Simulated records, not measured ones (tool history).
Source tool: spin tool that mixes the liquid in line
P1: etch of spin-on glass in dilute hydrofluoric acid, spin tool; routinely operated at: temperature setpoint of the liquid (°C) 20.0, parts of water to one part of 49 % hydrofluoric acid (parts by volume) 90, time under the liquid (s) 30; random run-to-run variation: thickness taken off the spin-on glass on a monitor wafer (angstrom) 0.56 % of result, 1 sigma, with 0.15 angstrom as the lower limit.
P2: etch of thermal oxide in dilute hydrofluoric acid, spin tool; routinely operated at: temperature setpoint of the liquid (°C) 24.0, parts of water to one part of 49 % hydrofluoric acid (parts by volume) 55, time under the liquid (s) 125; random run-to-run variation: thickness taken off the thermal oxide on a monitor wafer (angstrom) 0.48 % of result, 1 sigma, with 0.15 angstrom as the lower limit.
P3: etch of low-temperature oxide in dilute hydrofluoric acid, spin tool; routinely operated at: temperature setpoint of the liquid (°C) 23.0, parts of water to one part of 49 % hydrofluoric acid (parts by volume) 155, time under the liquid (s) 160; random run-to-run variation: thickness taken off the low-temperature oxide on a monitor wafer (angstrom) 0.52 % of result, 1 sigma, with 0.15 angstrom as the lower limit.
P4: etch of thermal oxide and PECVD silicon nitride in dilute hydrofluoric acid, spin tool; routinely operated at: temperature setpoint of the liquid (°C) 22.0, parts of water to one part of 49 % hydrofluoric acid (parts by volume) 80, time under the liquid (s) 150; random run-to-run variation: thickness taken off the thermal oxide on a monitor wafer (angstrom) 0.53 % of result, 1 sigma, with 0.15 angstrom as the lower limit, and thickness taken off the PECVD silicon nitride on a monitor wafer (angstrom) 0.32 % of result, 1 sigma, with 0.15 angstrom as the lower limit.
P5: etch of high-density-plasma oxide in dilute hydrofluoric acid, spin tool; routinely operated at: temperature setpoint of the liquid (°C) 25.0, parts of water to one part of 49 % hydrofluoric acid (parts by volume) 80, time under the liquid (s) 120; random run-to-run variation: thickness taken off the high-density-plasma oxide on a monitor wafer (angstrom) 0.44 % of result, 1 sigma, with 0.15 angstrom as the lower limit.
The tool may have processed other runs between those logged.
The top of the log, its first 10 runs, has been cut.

run	hour	process that ran	temperature setpoint of the liquid (°C)	parts of water to one part of 49 % hydrofluoric acid (parts by volume)	time under the liquid (s)	hours since the thermometer was replaced	hours since the hydrofluoric acid flow meter was replaced	thickness taken off the spin-on glass on a monitor wafer (angstrom)	thickness taken off the high-density-plasma oxide on a monitor wafer (angstrom)	thickness taken off the thermal oxide on a monitor wafer (angstrom)	thickness taken off the PECVD silicon nitride on a monitor wafer (angstrom)	thickness taken off the low-temperature oxide on a monitor wafer (angstrom)
11	60.3	P2	24.0	55	125	825.3	1184.3			118.930		
12	65.3	P1	20.0	90	30	830.3	1189.3	99.276				
13	72.0	P2	29.5	55	125	837.0	1196.0			147.530		
14	77.0	P4	22.0	130	150	842.0	1201.0			48.958	41.636	
15	84.1	P1	20.0	90	15	849.1	1208.1	49.822				
16	89.6	P4	22.0	80	150	854.6	1213.6			83.660	66.761	
17	95.1	P1	17.0	90	30	860.1	1219.1	88.000				
18	98.5	P1	20.0	135	15	863.5	1222.5	31.726				
19	102.9	P1	20.0	90	65	867.9	1226.9	213.930				
20	108.1	P4	17.0	80	150	873.1	1232.1			68.346	47.459	
21	113.3	P1	20.0	90	30	878.3	1237.3	99.136				
22	119.4	P3	17.0	155	160	884.4	1243.4					101.650
23	124.0	P1	20.0	35	30	889.0	1248.0	270.560				
24	128.6	P5	25.0	130	120	893.6	1252.6		44.978			
25	134.8	P3	23.0	70	160	899.8	1258.8					317.090
26	140.3	P4	22.0	80	150	905.3	1264.3			83.325	67.657	
27	145.1	P3	23.0	155	160	910.1	1269.1					129.910
28	151.7	P1	20.0	90	30	916.7	1275.7	99.986				
29	157.7	P1	24.0	90	30	922.7	1281.7	117.590				
30	165.2	P3	23.0	155	75	930.2	1289.2					60.955
31	170.2	P2	24.0	85	125	935.2	1294.2			73.447		
32	175.7	P2	24.0	55	240	940.7	1299.7			225.930		

Predict the results of run 33:
33	180.1	P5	25.0	80	120	945.1	1304.1		?			

thickness taken off the high-density-plasma oxide on a monitor wafer (angstrom): 78.315
